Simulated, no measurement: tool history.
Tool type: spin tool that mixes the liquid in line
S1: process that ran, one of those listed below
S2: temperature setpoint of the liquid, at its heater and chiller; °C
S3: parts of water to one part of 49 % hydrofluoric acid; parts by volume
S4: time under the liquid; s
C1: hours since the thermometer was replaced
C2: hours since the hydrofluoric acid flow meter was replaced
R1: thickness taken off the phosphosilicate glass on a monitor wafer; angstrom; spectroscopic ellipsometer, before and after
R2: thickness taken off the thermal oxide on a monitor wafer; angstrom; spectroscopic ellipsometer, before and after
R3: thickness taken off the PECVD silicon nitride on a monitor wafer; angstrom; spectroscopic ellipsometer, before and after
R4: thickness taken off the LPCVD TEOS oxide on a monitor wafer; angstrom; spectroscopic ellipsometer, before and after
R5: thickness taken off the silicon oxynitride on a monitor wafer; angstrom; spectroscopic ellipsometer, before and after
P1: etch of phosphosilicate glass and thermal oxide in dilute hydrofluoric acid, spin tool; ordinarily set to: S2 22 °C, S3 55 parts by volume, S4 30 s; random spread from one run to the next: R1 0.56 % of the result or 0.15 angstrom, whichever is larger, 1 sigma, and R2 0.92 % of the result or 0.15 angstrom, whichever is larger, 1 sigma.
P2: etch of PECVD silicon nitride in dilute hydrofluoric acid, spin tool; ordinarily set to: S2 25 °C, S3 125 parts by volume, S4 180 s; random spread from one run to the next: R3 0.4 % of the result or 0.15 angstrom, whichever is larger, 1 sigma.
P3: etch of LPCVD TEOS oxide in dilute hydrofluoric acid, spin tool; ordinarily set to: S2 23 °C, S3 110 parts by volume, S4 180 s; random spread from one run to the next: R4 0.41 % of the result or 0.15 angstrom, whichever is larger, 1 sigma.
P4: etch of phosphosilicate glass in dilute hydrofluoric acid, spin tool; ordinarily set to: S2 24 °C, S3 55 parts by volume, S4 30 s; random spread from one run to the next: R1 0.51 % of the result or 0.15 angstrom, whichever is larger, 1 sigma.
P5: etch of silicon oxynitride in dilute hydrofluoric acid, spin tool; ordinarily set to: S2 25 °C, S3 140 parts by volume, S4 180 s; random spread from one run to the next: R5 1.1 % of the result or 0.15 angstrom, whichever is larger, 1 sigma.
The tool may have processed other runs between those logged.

run   hour  S1    S2   S3   S4     C1     C2      R1      R2      R3      R4      R5
  1   10.7  P1    22   55   30  523.3  201.2   570.9  26.096
  2   19.7  P2    25  205  180  532.3  210.2                  31.475
  3   25.4  P1    22  100   30    538  215.9  298.02  13.421
  4   35.7  P3    23  110  180  548.3  226.2                          287.91
  5   48.2  P1    22   55   60  560.8  238.7  1153.3  52.032
  6   59.3  P1  17.5   55   30  571.9  249.8   480.5  21.578
  7   64.9  P1    22   55   30  577.5  255.4  580.08   25.74
  8     76  P1    22   55   15  588.6  266.5  286.82  13.204
  9   86.3  P5    25  140  335  598.9  276.8                                  35.978
 10   95.7  P5    25  140  180  608.3  286.2                                  19.553
 11  108.1  P5    25   35  180  620.7  298.6                                  84.455
 12  116.6  P4    24   85   30  629.2  307.1  498.78
 13  124.3  P4    18   55   30  636.9  314.8  621.06
 14  134.3  P1  17.5   55   15  646.9  324.8  237.89  10.443
 15  141.1  P2    25  125   90  653.7  331.6                  25.789
 16  146.8  P2    20  125  180  659.4  337.3                  36.911
 17  152.5  P1    22   20   30  665.1    343  1650.1  75.572
 18  163.9  P1    22   55   30  676.5  354.4  571.48   26.01
 19  171.1  P4    24   55   60  683.7  361.6  1595.5
 20  182.3  P3  28.5  110  180  694.9  372.8                          354.21
 21  190.8  P2    25  125  180  703.4  381.3                  51.313
 22  199.4  P3    23  110  180    712  389.9                          286.71
 23    209  P1    22   55   30  721.6  399.5  574.98  26.066
 24  219.7  P4    24   55   30  732.3  410.2  800.08
 25  229.9  P1    29   55   30  742.5  420.4  764.44  34.779
 26  237.6  P5    25  140  180  750.2  428.1                                  18.996
 27  246.8  P1    22   55   30  759.4  437.3  581.38  26.503
 28  258.7  P1    22   55   30  771.3  449.2  575.52  26.268
 29    266  P5  32.5  140  180  778.6  456.5                                  26.597
 30  275.7  P3    23   55  180  788.3  466.2                          616.03
 31  284.7  P2    25  125  180  797.3  475.2                  51.196
 32    297  P3    23  110   15  809.6  487.5                           24.19
 33  307.1  P1    22   55   30  819.7  497.6  572.38  25.942
 34    314  P1    22   55   30  826.6  504.5  591.61  26.844
 35  322.9  P1    22   55   30  835.5  513.4  600.88  27.368
 36  330.1  P1    22   55   30  842.7  520.6  611.54    27.5

The next listed run, before its measurement:
 37  335.7  P1  22  55  30  848.3  526.2   ?   ?

Run 37 produced R1 611.57 angstrom, R2 28.087 angstrom.

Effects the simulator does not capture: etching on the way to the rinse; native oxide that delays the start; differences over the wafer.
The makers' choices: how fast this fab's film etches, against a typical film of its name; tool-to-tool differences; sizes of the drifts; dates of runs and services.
